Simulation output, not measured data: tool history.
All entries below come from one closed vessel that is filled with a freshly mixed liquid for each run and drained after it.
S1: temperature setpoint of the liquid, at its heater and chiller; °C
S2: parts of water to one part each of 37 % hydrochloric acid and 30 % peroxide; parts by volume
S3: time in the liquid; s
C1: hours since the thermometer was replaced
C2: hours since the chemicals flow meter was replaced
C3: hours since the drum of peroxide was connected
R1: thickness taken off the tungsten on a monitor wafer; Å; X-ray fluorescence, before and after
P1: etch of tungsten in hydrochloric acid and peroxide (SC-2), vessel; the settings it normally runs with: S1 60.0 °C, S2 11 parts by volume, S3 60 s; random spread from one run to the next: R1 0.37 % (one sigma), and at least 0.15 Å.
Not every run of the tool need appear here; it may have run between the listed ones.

run   hour    S1  S2   S3      C1     C2     C3       R1
  1    5.6  60.0  11   60  1031.3  355.5  563.2  346.890
  2   11.3  60.0  11   60  1037.0  361.2  568.9  344.760
  3   16.2  70.5  11   60  1041.9  366.1  573.8  653.720
  4   21.5  51.0  11   30  1047.2  371.4  579.1   97.083
  5   26.5  60.0  11   60  1052.2  376.4  584.1  344.440
  6   30.9  60.0   7  110  1056.6  380.8  588.5  918.000
  7   36.7  60.0   4   60  1062.4  386.6  594.3  750.460
  8   42.8  60.0  11   60  1068.5  392.7  600.4  344.770
  9   46.3  60.0  11   30  1072.0  396.2  603.9  173.400
 10   52.1  51.0  11   60  1077.8  402.0  609.7  192.640
 11   58.6  60.0  11   60  1084.3  408.5  616.2  344.430
 12   64.8  60.0  15   60  1090.5  414.7  622.4  263.030
 13   68.1  60.0  11  115  1093.8  418.0  625.7  664.460
 14   74.0  60.0  11   60  1099.7  423.9  631.6  345.560
 15   79.3  60.0  11   60  1105.0  429.2  636.9  333.550
 16   84.4  60.0  11   60  1110.1  434.3  642.0  323.080
 17   88.9  60.0  11   60  1114.6  438.8  646.5  320.050
 18   93.7  60.0  11   60  1119.4  443.6  651.3  313.670
      96.4  -- new drum of peroxide connected
 19   97.3  60.0  11   60  1123.0  447.2    0.9  311.980
 20  103.4  60.0  11   60  1129.1  453.3    7.0  313.120

Run 21 is up next; what results do you expect?
 21  108.8  60.0  11  60  1134.5  458.7  12.4   ?

R1: 315.670 Å

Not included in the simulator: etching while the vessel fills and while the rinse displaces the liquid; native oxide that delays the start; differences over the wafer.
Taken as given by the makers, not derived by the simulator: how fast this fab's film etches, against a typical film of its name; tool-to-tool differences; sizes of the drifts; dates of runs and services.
